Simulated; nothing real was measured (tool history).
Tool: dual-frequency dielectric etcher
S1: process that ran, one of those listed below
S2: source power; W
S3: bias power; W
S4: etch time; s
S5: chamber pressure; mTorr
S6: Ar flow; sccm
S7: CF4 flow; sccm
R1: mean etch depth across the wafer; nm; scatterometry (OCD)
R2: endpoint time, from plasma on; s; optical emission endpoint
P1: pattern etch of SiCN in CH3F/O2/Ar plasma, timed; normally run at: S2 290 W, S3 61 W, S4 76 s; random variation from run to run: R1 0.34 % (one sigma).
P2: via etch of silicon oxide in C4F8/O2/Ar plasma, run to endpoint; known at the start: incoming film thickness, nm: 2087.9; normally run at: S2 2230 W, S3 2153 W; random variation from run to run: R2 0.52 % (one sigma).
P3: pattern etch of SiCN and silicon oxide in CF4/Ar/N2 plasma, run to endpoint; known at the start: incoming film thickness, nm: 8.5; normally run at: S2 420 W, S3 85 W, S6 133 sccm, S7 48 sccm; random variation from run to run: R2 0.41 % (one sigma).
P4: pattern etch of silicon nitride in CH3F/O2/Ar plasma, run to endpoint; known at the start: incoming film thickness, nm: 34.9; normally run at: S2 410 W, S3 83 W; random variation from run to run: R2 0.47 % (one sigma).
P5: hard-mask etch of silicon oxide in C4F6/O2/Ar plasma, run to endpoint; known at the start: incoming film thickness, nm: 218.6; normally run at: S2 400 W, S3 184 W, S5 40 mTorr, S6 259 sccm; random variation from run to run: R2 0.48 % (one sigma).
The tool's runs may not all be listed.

{"run": 1, "hour": 4.0, "S1": "P1", "S2": 290, "S3": 61, "S4": 76, "R1": 24.184}
{"run": 2, "hour": 7.3, "S1": "P5", "S2": 400, "S3": 184, "S5": 53.5, "S6": 259, "R2": 73.779}
{"run": 3, "hour": 11.2, "S1": "P1", "S2": 290, "S3": 61, "S4": 76, "R1": 24.288}
{"hour": 13.8, "done": "bias power generator calibrated"}
{"run": 4, "hour": 15.2, "S1": "P3", "S2": 420, "S3": 116, "S6": 133, "S7": 48, "R2": 9.2632}
{"run": 5, "hour": 18.3, "S1": "P3", "S2": 420, "S3": 85, "S6": 133, "S7": 63, "R2": 9.9931}
{"run": 6, "hour": 23.5, "S1": "P1", "S2": 290, "S3": 61, "S4": 76, "R1": 24.175}
{"run": 7, "hour": 26.4, "S1": "P1", "S2": 200, "S3": 61, "S4": 76, "R1": 21.105}
{"run": 8, "hour": 29.6, "S1": "P4", "S2": 520, "S3": 83, "R2": 44.092}
{"run": 9, "hour": 32.3, "S1": "P2", "S2": 2230, "S3": 2153, "R2": 372.66}
{"run": 10, "hour": 35.8, "S1": "P3", "S2": 420, "S3": 85, "S6": 169, "S7": 48, "R2": 10.848}
{"run": 11, "hour": 39.7, "S1": "P2", "S2": 2230, "S3": 2966, "R2": 336.89}
{"run": 12, "hour": 43.7, "S1": "P5", "S2": 400, "S3": 184, "S5": 40, "S6": 203, "R2": 69.41}
{"run": 13, "hour": 47.4, "S1": "P3", "S2": 520, "S3": 85, "S6": 133, "S7": 48, "R2": 8.6925}
{"run": 14, "hour": 52.0, "S1": "P5", "S2": 500, "S3": 184, "S5": 40, "S6": 259, "R2": 65.31}
{"run": 15, "hour": 57.0, "S1": "P1", "S2": 290, "S3": 61, "S4": 113.5, "R1": 36.382}
{"run": 16, "hour": 62.0, "S1": "P1", "S2": 290, "S3": 73, "S4": 104, "R1": 35.388}
{"run": 17, "hour": 66.4, "S1": "P1", "S2": 230, "S3": 61, "S4": 97, "R1": 28.295}
{"run": 18, "hour": 70.9, "S1": "P1", "S2": 290, "S3": 38, "S4": 76, "R1": 20.836}
{"run": 19, "hour": 76.2, "S1": "P1", "S2": 290, "S3": 61, "S4": 76, "R1": 24.219}
{"run": 20, "hour": 82.0, "S1": "P1", "S2": 390, "S3": 61, "S4": 76, "R1": 27.121}
{"run": 21, "hour": 86.7, "S1": "P5", "S2": 400, "S3": 238, "S5": 40, "S6": 259, "R2": 65.489}
{"run": 22, "hour": 89.9, "S1": "P3", "S2": 420, "S3": 85, "S6": 133, "S7": 48, "R2": 10.442}
{"run": 23, "hour": 95.3, "S1": "P4", "S2": 410, "S3": 83, "R2": 47.601}
{"run": 24, "hour": 99.8, "S1": "P1", "S2": 290, "S3": 61, "S4": 76, "R1": 24.235}
{"run": 25, "hour": 103.7, "S1": "P2", "S2": 2230, "S3": 2153, "R2": 371.06}
{"run": 26, "hour": 107.0, "S1": "P5", "S2": 400, "S3": 184, "S5": 40, "S6": 259, "R2": 71.352}
{"run": 27, "hour": 110.4, "S1": "P4", "S2": 410, "S3": 112, "R2": 43.393}
{"run": 28, "hour": 115.1, "S1": "P2", "S2": 3000, "S3": 2153, "R2": 328.57}
{"run": 29, "hour": 120.4, "S1": "P1", "S2": 290, "S3": 77, "S4": 76, "R1": 26.265}
{"run": 30, "hour": 125.1, "S1": "P1", "S2": 290, "S3": 61, "S4": 44, "R1": 14.067}
{"run": 31, "hour": 127.6, "S1": "P1", "S2": 290, "S3": 61, "S4": 76, "R1": 24.249}
{"run": 32, "hour": 132.9, "S1": "P1", "S2": 290, "S3": 61, "S4": 76, "R1": 24.536}
{"run": 33, "hour": 138.0, "S1": "P1", "S2": 290, "S3": 61, "S4": 76, "R1": 24.519}
{"run": 34, "hour": 141.2, "S1": "P1", "S2": 290, "S3": 61, "S4": 76, "R1": 24.553}
{"hour": 141.5, "done": "wet clean of the chamber"}
{"run": 35, "hour": 145.1, "S1": "P1", "S2": 290, "S3": 61, "S4": 76, "R1": 24.694}
{"run": 36, "hour": 149.6, "S1": "P1", "S2": 290, "S3": 61, "S4": 76, "R1": 24.713}

Forecast run 37:
{"run": 37, "hour": 154.4, "S1": "P1", "S2": 290, "S3": 61, "S4": 76, "R1": "?"}

{"run 37": {"R1": 24.849}}
